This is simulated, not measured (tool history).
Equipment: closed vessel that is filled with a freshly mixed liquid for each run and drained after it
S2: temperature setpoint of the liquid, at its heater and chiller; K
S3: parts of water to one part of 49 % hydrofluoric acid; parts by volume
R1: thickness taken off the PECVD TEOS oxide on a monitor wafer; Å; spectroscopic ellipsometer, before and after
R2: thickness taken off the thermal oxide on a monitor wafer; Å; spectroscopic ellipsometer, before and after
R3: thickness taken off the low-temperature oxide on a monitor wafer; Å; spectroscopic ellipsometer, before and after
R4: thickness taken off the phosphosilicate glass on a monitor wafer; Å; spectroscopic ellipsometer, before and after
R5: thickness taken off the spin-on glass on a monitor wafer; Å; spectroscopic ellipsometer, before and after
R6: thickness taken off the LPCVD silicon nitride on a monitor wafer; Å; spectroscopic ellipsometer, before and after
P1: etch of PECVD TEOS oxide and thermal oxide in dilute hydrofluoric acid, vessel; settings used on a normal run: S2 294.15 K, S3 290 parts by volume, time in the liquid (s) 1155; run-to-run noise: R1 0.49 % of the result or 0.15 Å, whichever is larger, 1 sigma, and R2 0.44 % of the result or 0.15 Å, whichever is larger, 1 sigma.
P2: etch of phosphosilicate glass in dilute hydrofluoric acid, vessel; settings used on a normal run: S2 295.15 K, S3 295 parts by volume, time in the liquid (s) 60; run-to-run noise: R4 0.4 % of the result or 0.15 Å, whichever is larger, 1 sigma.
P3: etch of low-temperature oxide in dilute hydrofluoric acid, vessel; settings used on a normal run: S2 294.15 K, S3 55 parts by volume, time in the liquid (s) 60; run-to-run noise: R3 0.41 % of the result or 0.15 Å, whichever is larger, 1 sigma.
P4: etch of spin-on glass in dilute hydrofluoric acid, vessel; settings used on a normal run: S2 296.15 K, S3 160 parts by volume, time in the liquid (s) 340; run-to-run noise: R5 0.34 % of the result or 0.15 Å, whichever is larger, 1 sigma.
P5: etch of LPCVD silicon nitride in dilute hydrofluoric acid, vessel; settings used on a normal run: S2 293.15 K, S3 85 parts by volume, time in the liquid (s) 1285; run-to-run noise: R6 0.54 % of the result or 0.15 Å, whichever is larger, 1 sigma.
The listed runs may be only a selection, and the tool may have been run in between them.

run 1 hour=3.5 | process_that_ran=P1 S2=294.15 S3=290 time_in_the_liquid_(s)=1155 | R1=549.9 R2=140.21
run 2 hour=8.1 | process_that_ran=P1 S2=294.15 S3=290 time_in_the_liquid_(s)=1155 | R1=551.98 R2=139.99
run 3 hour=14.6 | process_that_ran=P1 S2=294.15 S3=290 time_in_the_liquid_(s)=1155 | R1=550.63 R2=138.61
run 4 hour=19.1 | process_that_ran=P1 S2=294.15 S3=290 time_in_the_liquid_(s)=1155 | R1=552.42 R2=138.94
run 5 hour=23.1 | process_that_ran=P1 S2=294.15 S3=290 time_in_the_liquid_(s)=430 | R1=205.05 R2=52.106
run 6 hour=28.3 | process_that_ran=P3 S2=294.15 S3=55 time_in_the_liquid_(s)=60 | R3=191.76
run 7 hour=34.2 | process_that_ran=P2 S2=295.15 S3=295 time_in_the_liquid_(s)=60 | R4=304.64
run 8 hour=40.4 | process_that_ran=P3 S2=302.15 S3=55 time_in_the_liquid_(s)=60 | R3=263.95
run 9 hour=44.1 | process_that_ran=P3 S2=294.15 S3=55 time_in_the_liquid_(s)=30 | R3=96.592
run 10 hour=48.7 | process_that_ran=P4 S2=296.15 S3=160 time_in_the_liquid_(s)=340 | R5=557.08
run 11 hour=53.4 | process_that_ran=P1 S2=294.15 S3=290 time_in_the_liquid_(s)=1155 | R1=550.23 R2=139.79
run 12 hour=59.6 | process_that_ran=P4 S2=296.15 S3=235 time_in_the_liquid_(s)=340 | R5=350.85
run 13 hour=64.4 | process_that_ran=P4 S2=290.15 S3=160 time_in_the_liquid_(s)=340 | R5=439.35
run 14 hour=69.9 | process_that_ran=P5 S2=293.15 S3=45 time_in_the_liquid_(s)=1285 | R6=109.49
run 15 hour=76.7 | process_that_ran=P2 S2=295.15 S3=50 time_in_the_liquid_(s)=60 | R4=2349
run 16 hour=82.2 | process_that_ran=P1 S2=301.15 S3=290 time_in_the_liquid_(s)=1155 | R1=703.68 R2=176.99
run 17 hour=86 | process_that_ran=P2 S2=301.65 S3=295 time_in_the_liquid_(s)=60 | R4=384.25
run 18 hour=93.5 | process_that_ran=P2 S2=295.15 S3=295 time_in_the_liquid_(s)=60 | R4=305.5
run 19 hour=98.1 | process_that_ran=P5 S2=293.15 S3=85 time_in_the_liquid_(s)=1285 | R6=59.292
run 20 hour=104.1 | process_that_ran=P1 S2=294.15 S3=290 time_in_the_liquid_(s)=1155 | R1=550.6 R2=139.64
run 21 hour=110.3 | process_that_ran=P1 S2=294.15 S3=55 time_in_the_liquid_(s)=1155 | R1=3729.1 R2=939.82
run 22 hour=117 | process_that_ran=P1 S2=294.15 S3=290 time_in_the_liquid_(s)=1155 | R1=551.79 R2=138.81
run 23 hour=124.7 | process_that_ran=P2 S2=295.15 S3=295 time_in_the_liquid_(s)=110 | R4=559.92
run 24 hour=128.3 | process_that_ran=P1 S2=294.15 S3=290 time_in_the_liquid_(s)=2245 | R1=1065.7 R2=273.07
-- hour=134.5 hydrofluoric acid flow meter replaced
run 25 hour=136.1 | process_that_ran=P4 S2=296.15 S3=160 time_in_the_liquid_(s)=340 | R5=556.36
run 26 hour=143.2 | process_that_ran=P5 S2=293.15 S3=85 time_in_the_liquid_(s)=2020 | R6=93.684

Run 27 comes next. What will it give?
run 27 hour=149.9 | process_that_ran=P1 S2=294.15 S3=470 time_in_the_liquid_(s)=1155 | R1=? R2=?

{"run 27": {"R1": 291.83, "R2": 73.791}}
